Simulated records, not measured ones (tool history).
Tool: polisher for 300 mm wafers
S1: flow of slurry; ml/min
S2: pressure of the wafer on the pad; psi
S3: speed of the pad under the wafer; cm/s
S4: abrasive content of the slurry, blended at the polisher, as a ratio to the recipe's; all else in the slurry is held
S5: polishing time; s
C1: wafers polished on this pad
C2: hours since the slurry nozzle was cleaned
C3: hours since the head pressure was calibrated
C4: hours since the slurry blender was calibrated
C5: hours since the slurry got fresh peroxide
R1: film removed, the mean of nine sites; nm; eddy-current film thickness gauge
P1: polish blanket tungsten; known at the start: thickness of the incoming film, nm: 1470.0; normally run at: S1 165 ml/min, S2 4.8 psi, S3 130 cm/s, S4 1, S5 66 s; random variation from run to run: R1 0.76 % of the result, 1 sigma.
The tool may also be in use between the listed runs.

{"run": 1, "hour": 5.5, "S1": 165, "S2": 4.8, "S3": 130, "S4": 1, "S5": 66, "C1": 547, "C2": 52.6, "C3": 198, "C4": 65.3, "C5": 35.5, "R1": 577.5}
{"run": 2, "hour": 14.7, "S1": 165, "S2": 4.8, "S3": 130, "S4": 1, "S5": 66, "C1": 630, "C2": 61.8, "C3": 207.2, "C4": 74.5, "C5": 44.7, "R1": 568.96}
{"run": 3, "hour": 20.6, "S1": 165, "S2": 4.8, "S3": 130, "S4": 1, "S5": 66, "C1": 684, "C2": 67.7, "C3": 213.1, "C4": 80.4, "C5": 50.6, "R1": 576.44}
{"run": 4, "hour": 28.8, "S1": 165, "S2": 4.8, "S3": 204, "S4": 1, "S5": 66, "C1": 758, "C2": 75.9, "C3": 221.3, "C4": 88.6, "C5": 58.8, "R1": 902.13}
{"run": 5, "hour": 35.9, "S1": 165, "S2": 4.8, "S3": 58, "S4": 1, "S5": 66, "C1": 822, "C2": 83, "C3": 228.4, "C4": 95.7, "C5": 65.9, "R1": 258.5}
{"run": 6, "hour": 44.9, "S1": 165, "S2": 4.8, "S3": 130, "S4": 1, "S5": 35, "C1": 904, "C2": 92, "C3": 237.4, "C4": 104.7, "C5": 74.9, "R1": 306.41}
{"run": 7, "hour": 54.2, "S1": 165, "S2": 4.8, "S3": 130, "S4": 0.5, "S5": 66, "C1": 988, "C2": 101.3, "C3": 246.7, "C4": 114, "C5": 84.2, "R1": 492.23}
{"run": 8, "hour": 62.3, "S1": 165, "S2": 3, "S3": 130, "S4": 1, "S5": 66, "C1": 1062, "C2": 109.4, "C3": 254.8, "C4": 122.1, "C5": 92.3, "R1": 359.05}
{"run": 9, "hour": 70.9, "S1": 215, "S2": 4.8, "S3": 130, "S4": 1, "S5": 66, "C1": 1140, "C2": 118, "C3": 263.4, "C4": 130.7, "C5": 100.9, "R1": 598.75}
{"run": 10, "hour": 75.4, "S1": 165, "S2": 2.5, "S3": 130, "S4": 1.25, "S5": 66, "C1": 1180, "C2": 122.5, "C3": 267.9, "C4": 135.2, "C5": 105.4, "R1": 314.76}
{"run": 11, "hour": 84.2, "S1": 100, "S2": 4.8, "S3": 130, "S4": 1, "S5": 66, "C1": 1260, "C2": 131.3, "C3": 276.7, "C4": 144, "C5": 114.2, "R1": 511.74}
{"run": 12, "hour": 89.8, "S1": 165, "S2": 4.8, "S3": 130, "S4": 1.3, "S5": 66, "C1": 1311, "C2": 136.9, "C3": 282.3, "C4": 149.6, "C5": 119.8, "R1": 613.56}
{"run": 13, "hour": 95.6, "S1": 165, "S2": 4.8, "S3": 130, "S4": 1, "S5": 66, "C1": 1363, "C2": 142.7, "C3": 288.1, "C4": 155.4, "C5": 125.6, "R1": 573.79}
{"run": 14, "hour": 100.5, "S1": 165, "S2": 4.8, "S3": 130, "S4": 1, "S5": 94, "C1": 1408, "C2": 147.6, "C3": 293, "C4": 160.3, "C5": 130.5, "R1": 826.54}
{"run": 15, "hour": 105.5, "S1": 165, "S2": 4.8, "S3": 130, "S4": 1, "S5": 66, "C1": 1453, "C2": 152.6, "C3": 298, "C4": 165.3, "C5": 135.5, "R1": 575.8}
{"run": 16, "hour": 115.4, "S1": 165, "S2": 6.9, "S3": 130, "S4": 1, "S5": 66, "C1": 1543, "C2": 162.5, "C3": 307.9, "C4": 175.2, "C5": 145.4, "R1": 823.65}
{"run": 17, "hour": 119.9, "S1": 165, "S2": 4.8, "S3": 130, "S4": 1, "S5": 66, "C1": 1584, "C2": 167, "C3": 312.4, "C4": 179.7, "C5": 149.9, "R1": 568.88}
{"run": 18, "hour": 126.6, "S1": 165, "S2": 4.8, "S3": 130, "S4": 1, "S5": 66, "C1": 1644, "C2": 173.7, "C3": 319.1, "C4": 186.4, "C5": 156.6, "R1": 565.48}
{"run": 19, "hour": 131.8, "S1": 165, "S2": 4.8, "S3": 130, "S4": 1, "S5": 66, "C1": 1691, "C2": 178.9, "C3": 324.3, "C4": 191.6, "C5": 161.8, "R1": 552.58}
{"run": 20, "hour": 137.4, "S1": 165, "S2": 4.8, "S3": 130, "S4": 1, "S5": 66, "C1": 1742, "C2": 184.5, "C3": 329.9, "C4": 197.2, "C5": 167.4, "R1": 557.8}
{"run": 21, "hour": 143.5, "S1": 165, "S2": 4.8, "S3": 130, "S4": 1, "S5": 66, "C1": 1797, "C2": 190.6, "C3": 336, "C4": 203.3, "C5": 173.5, "R1": 535.43}
{"hour": 148.8, "done": "head pressure recalibrated"}
{"run": 22, "hour": 153.1, "S1": 165, "S2": 4.8, "S3": 130, "S4": 1, "S5": 66, "C1": 1884, "C2": 200.2, "C3": 4.4, "C4": 212.9, "C5": 183.1, "R1": 536.63}
{"hour": 159.4, "done": "slurry blender recalibrated"}
{"run": 23, "hour": 161.3, "S1": 165, "S2": 4.8, "S3": 130, "S4": 1, "S5": 66, "C1": 1959, "C2": 208.4, "C3": 12.6, "C4": 1.9, "C5": 191.3, "R1": 539.61}
{"hour": 162.8, "done": "worn pad replaced by a new one"}
{"run": 24, "hour": 168.5, "S1": 165, "S2": 4.8, "S3": 130, "S4": 1, "S5": 66, "C1": 52, "C2": 215.6, "C3": 19.8, "C4": 9.1, "C5": 198.5, "R1": 535.63}
{"run": 25, "hour": 177.0, "S1": 165, "S2": 4.8, "S3": 130, "S4": 1, "S5": 66, "C1": 129, "C2": 224.1, "C3": 28.3, "C4": 17.6, "C5": 207, "R1": 533.9}
{"run": 26, "hour": 182.3, "S1": 165, "S2": 4.8, "S3": 130, "S4": 1, "S5": 66, "C1": 177, "C2": 229.4, "C3": 33.6, "C4": 22.9, "C5": 212.3, "R1": 533.3}

What P1 gives has crept away from where it was. These 2 causes fit the log equally well, each at the size given:
A: peroxide lost from the slurry, % = 18
B: slurry flow missing at the pad, % = 33.2
The creep began at about hour 119.9.
Why every other cause is out:
removal rate lost through wear of the pad, %: serviced at hour 162.8, which brought nothing back
head's pressure below its setpoint, %: serviced at hour 148.8, which brought nothing back
abrasive missing from the slurry, %: serviced at hour 159.4, which brought nothing back

4 check runs are offered, each on 2 wafers whose results are averaged, their results left as question marks. Which one tells the causes apart?
{"run": "check 1", "hour": 187.6, "S1": 165, "S2": 6.6, "S3": 130, "S4": 1, "S5": 66, "R1": "?"}
{"run": "check 2", "hour": 187.6, "S1": 100, "S2": 4.8, "S3": 130, "S4": 0.75, "S5": 66, "R1": "?"}
{"run": "check 3", "hour": 187.6, "S1": 165, "S2": 4.8, "S3": 130, "S4": 0.55, "S5": 66, "R1": "?"}
{"run": "check 4", "hour": 187.6, "S1": 165, "S2": 6.8, "S3": 200, "S4": 1, "S5": 66, "R1": "?"}

What each check would give under each cause:
check=check_1 result=R1 if_A=732.76 if_B=732.74
check=check_2 result=R1 if_A=450.76 if_B=431.74
check=check_3 result=R1 if_A=464.6 if_B=464.59
check=check_4 result=R1 if_A=1161.5 if_B=1161.5
How far apart the two closest causes lie, in the result that separates them most: check 1 0 %; check 2 4.31 %; check 3 0 %; check 4 0 %
Only check 2 tells the causes apart: in the others they would give nearly the same result.

Then check 2 was run and gave: R1 453.27 nm. Which cause is it?

It is A: peroxide lost from the slurry, %.

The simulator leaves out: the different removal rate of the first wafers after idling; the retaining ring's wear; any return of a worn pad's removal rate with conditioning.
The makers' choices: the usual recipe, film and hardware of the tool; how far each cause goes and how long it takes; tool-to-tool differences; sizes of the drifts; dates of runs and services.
